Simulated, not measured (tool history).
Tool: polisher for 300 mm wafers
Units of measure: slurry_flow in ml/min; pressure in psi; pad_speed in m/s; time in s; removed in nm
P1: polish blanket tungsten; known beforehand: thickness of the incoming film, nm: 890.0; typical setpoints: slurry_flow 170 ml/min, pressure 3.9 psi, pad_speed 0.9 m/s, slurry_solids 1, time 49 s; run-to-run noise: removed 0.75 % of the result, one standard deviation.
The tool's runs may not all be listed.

run	hour	slurry_flow	pressure	pad_speed	slurry_solids	time	removed
1	5.9	170	3.9	0.9	1	49	227.35
2	9.7	235	3.9	0.9	1	49	238.86
3	14.9	170	3.9	1.18	1	49	303.35
4	21.1	170	3.9	0.9	0.5	49	194.6
5	27.4	170	3.9	0.9	1	49	230.7
6	31.9	110	3.9	0.9	1	49	212.03
7	39.3	170	3.9	0.9	1	49	226.67
8	44.7	115	5.8	0.9	1	49	315.78
9	50.7	170	2.1	0.9	0.75	49	117
10	55.6	170	1.9	0.9	1	49	113.11
11	60.1	170	3.9	0.9	1.4	49	250.31
12	65.5	170	5.4	0.9	1	36	232.61
13	72.1	170	3.9	0.9	1	49	229.73
# hour 75.9: slurry tank refilled with fresh slurry and peroxide
14	77.6	170	3.9	0.9	1	49	229.38
15	81.1	170	3.9	0.9	1	49	226.51
16	87.6	170	3.9	0.9	1	22	102.7
17	93.8	170	6.1	0.9	1	49	359.57
18	97.5	170	3.9	0.9	1	49	227.88
19	101.2	170	3.9	0.9	1	75	345.63
20	105.8	170	3.9	0.4	1	49	101.63
21	112.7	170	3.9	0.9	1	49	228.3
22	118	170	3.9	0.9	1	49	221.93
23	121.7	170	3.9	0.9	1	49	217.7
24	127.6	170	3.9	0.9	1	49	213.91

What will run 25 give?
25	134.9	170	3.9	0.9	1	49	?

removed: 209.58 nm

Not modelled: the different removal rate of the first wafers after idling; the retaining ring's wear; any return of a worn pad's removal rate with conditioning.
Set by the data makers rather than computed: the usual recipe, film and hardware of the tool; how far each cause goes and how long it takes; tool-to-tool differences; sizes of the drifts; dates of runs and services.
